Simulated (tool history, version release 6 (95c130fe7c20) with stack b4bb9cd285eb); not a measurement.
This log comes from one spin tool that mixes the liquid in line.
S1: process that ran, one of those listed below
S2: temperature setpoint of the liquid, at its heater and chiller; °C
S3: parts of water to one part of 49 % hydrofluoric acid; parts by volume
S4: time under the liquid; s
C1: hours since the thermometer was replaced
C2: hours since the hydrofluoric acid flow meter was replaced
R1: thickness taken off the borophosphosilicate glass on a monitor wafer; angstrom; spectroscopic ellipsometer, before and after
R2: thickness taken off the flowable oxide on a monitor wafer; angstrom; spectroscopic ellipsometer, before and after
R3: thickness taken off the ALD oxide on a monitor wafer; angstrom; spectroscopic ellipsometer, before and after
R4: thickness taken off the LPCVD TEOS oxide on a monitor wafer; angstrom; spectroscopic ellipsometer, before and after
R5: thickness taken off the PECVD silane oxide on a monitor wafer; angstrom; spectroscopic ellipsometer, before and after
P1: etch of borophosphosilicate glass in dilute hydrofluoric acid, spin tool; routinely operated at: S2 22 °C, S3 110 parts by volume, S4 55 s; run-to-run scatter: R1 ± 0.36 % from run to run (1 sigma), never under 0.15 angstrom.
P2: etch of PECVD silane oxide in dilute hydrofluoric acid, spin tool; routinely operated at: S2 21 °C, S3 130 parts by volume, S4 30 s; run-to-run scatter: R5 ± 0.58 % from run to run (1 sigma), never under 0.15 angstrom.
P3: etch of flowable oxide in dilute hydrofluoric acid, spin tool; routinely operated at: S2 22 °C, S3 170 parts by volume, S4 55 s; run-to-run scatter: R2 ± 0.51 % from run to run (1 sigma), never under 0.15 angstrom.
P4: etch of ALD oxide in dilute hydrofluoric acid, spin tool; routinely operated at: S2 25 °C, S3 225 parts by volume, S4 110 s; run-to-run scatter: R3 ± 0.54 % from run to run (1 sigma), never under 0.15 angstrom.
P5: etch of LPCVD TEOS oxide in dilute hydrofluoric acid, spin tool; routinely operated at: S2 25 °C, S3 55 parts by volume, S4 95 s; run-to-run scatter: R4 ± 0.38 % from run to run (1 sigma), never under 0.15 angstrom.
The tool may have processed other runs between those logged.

run 1 hour=3.1 | S1=P1 S2=22 S3=110 S4=55 | C1=1372.8 C2=1770.3 | R1=173.87
run 2 hour=6.6 | S1=P3 S2=22 S3=170 S4=90 | C1=1376.3 C2=1773.8 | R2=91.939
run 3 hour=11.9 | S1=P4 S2=25 S3=405 S4=110 | C1=1381.6 C2=1779.1 | R3=20.748
run 4 hour=15.6 | S1=P3 S2=22 S3=170 S4=55 | C1=1385.3 C2=1782.8 | R2=56.192
run 5 hour=18.5 | S1=P1 S2=22 S3=110 S4=55 | C1=1388.2 C2=1785.7 | R1=172.78
run 6 hour=22 | S1=P1 S2=22 S3=110 S4=80 | C1=1391.7 C2=1789.2 | R1=253.44
run 7 hour=26.2 | S1=P1 S2=17 S3=110 S4=55 | C1=1395.9 C2=1793.4 | R1=142.16
run 8 hour=30.3 | S1=P1 S2=22 S3=110 S4=55 | C1=1400 C2=1797.5 | R1=174
run 9 hour=34.5 | S1=P5 S2=31 S3=55 S4=95 | C1=1404.2 C2=1801.7 | R4=403.98
run 10 hour=39.1 | S1=P1 S2=22 S3=55 S4=55 | C1=1408.8 C2=1806.3 | R1=373.96
run 11 hour=44.3 | S1=P3 S2=17 S3=170 S4=55 | C1=1414 C2=1811.5 | R2=45.909
run 12 hour=49.3 | S1=P1 S2=22 S3=175 S4=110 | C1=1419 C2=1816.5 | R1=203.96
run 13 hour=53.3 | S1=P1 S2=26.5 S3=110 S4=55 | C1=1423 C2=1820.5 | R1=207.78
run 14 hour=58.1 | S1=P1 S2=22 S3=195 S4=15 | C1=1427.8 C2=1825.3 | R1=24.37
run 15 hour=61.4 | S1=P4 S2=25 S3=225 S4=55 | C1=1431.1 C2=1828.6 | R3=21.909
run 16 hour=63.9 | S1=P5 S2=25 S3=55 S4=95 | C1=1433.6 C2=1831.1 | R4=319.63
run 17 hour=67 | S1=P1 S2=22 S3=175 S4=55 | C1=1436.7 C2=1834.2 | R1=101.82
run 18 hour=69.8 | S1=P1 S2=22 S3=110 S4=30 | C1=1439.5 C2=1837 | R1=94.663
run 19 hour=72.7 | S1=P4 S2=25 S3=225 S4=110 | C1=1442.4 C2=1839.9 | R3=44.142
run 20 hour=76.5 | S1=P4 S2=32.5 S3=225 S4=110 | C1=1446.2 C2=1843.7 | R3=57.102
run 21 hour=81 | S1=P5 S2=25 S3=90 S4=95 | C1=1450.7 C2=1848.2 | R4=187.28
run 22 hour=84.1 | S1=P1 S2=22 S3=110 S4=55 | C1=1453.8 C2=1851.3 | R1=174
run 23 hour=89 | S1=P4 S2=25 S3=225 S4=110 | C1=1458.7 C2=1856.2 | R3=44.045
run 24 hour=92.5 | S1=P5 S2=25 S3=55 S4=15 | C1=1462.2 C2=1859.7 | R4=50.425
run 25 hour=95.7 | S1=P3 S2=22 S3=170 S4=55 | C1=1465.4 C2=1862.9 | R2=56.585
run 26 hour=99.9 | S1=P1 S2=22 S3=110 S4=55 | C1=1469.6 C2=1867.1 | R1=173.4
run 27 hour=105 | S1=P2 S2=21 S3=130 S4=30 | C1=1474.7 C2=1872.2 | R5=61.051
run 28 hour=109.4 | S1=P2 S2=21 S3=30 S4=30 | C1=1479.1 C2=1876.6 | R5=296.96
run 29 hour=112.1 | S1=P1 S2=22 S3=110 S4=55 | C1=1481.8 C2=1879.3 | R1=173.97
run 30 hour=117 | S1=P3 S2=22 S3=295 S4=55 | C1=1486.7 C2=1884.2 | R2=28.603
run 31 hour=122.1 | S1=P2 S2=21 S3=130 S4=15 | C1=1491.8 C2=1889.3 | R5=30.874
run 32 hour=125.7 | S1=P2 S2=29 S3=130 S4=30 | C1=1495.4 C2=1892.9 | R5=83.319
run 33 hour=128.8 | S1=P1 S2=22 S3=110 S4=55 | C1=1498.5 C2=1896 | R1=173.83
run 34 hour=133.5 | S1=P1 S2=22 S3=110 S4=55 | C1=1503.2 C2=1900.7 | R1=169.93
run 35 hour=138.2 | S1=P1 S2=22 S3=110 S4=55 | C1=1507.9 C2=1905.4 | R1=167.23
run 36 hour=142.9 | S1=P1 S2=22 S3=110 S4=55 | C1=1512.6 C2=1910.1 | R1=166.14
run 37 hour=147.6 | S1=P1 S2=22 S3=110 S4=55 | C1=1517.3 C2=1914.8 | R1=165
run 38 hour=150.6 | S1=P1 S2=22 S3=110 S4=55 | C1=1520.3 C2=1917.8 | R1=166.11
run 39 hour=155.1 | S1=P1 S2=22 S3=110 S4=55 | C1=1524.8 C2=1922.3 | R1=164.53
run 40 hour=160.1 | S1=P1 S2=22 S3=110 S4=55 | C1=1529.8 C2=1927.3 | R1=164.03
run 41 hour=163.1 | S1=P1 S2=22 S3=110 S4=55 | C1=1532.8 C2=1930.3 | R1=164.22
run 42 hour=166.2 | S1=P1 S2=22 S3=110 S4=55 | C1=1535.9 C2=1933.4 | R1=163.13
run 43 hour=169.2 | S1=P1 S2=22 S3=110 S4=55 | C1=1538.9 C2=1936.4 | R1=163
run 44 hour=174.1 | S1=P1 S2=22 S3=110 S4=55 | C1=1543.8 C2=1941.3 | R1=162.72

The output of P1 has drifted from where it used to be. Each of the 2 causes below, taken at the size shown beside it, accounts for the log equally well:
A: hydrofluoric acid flow below the setpoint (%) = 5.18
B: liquid colder than its thermometer reads (K) = 1.5
The gradual shift began around hour 128.8.

4 check runs are offered, each on 5 wafers whose results are averaged, their results left as question marks. Which one tells the causes apart?
run check 1 hour=179 | S1=P4 S2=32.5 S3=400 S4=110 | R3=?
run check 2 hour=179 | S1=P2 S2=27.5 S3=40 S4=30 | R5=?
run check 3 hour=179 | S1=P3 S2=17 S3=170 S4=80 | R2=?
run check 4 hour=179 | S1=P5 S2=29 S3=55 S4=95 | R4=?

Predicted outcomes, by check and by cause:
check=check_1 result=R3 if_A=24.331 if_B=25.109
check=check_2 result=R5 if_A=276.08 if_B=274.86
check=check_3 result=R2 if_A=63.273 if_B=63.316
check=check_4 result=R4 if_A=354.24 if_B=353.58
Smallest distance between any two causes, each pair judged by its most separating result, in per cent: check 1 3.15 %; check 2 0.44 %; check 3 0.07 %; check 4 0.19 %
Check 1 is the one run that separates the causes; every other check would come out nearly the same whichever cause is at work.

Check 1 was then run and gave: R3 24.281 angstrom. Which cause is it?

The correct cause is A, namely: hydrofluoric acid flow below the setpoint (%).
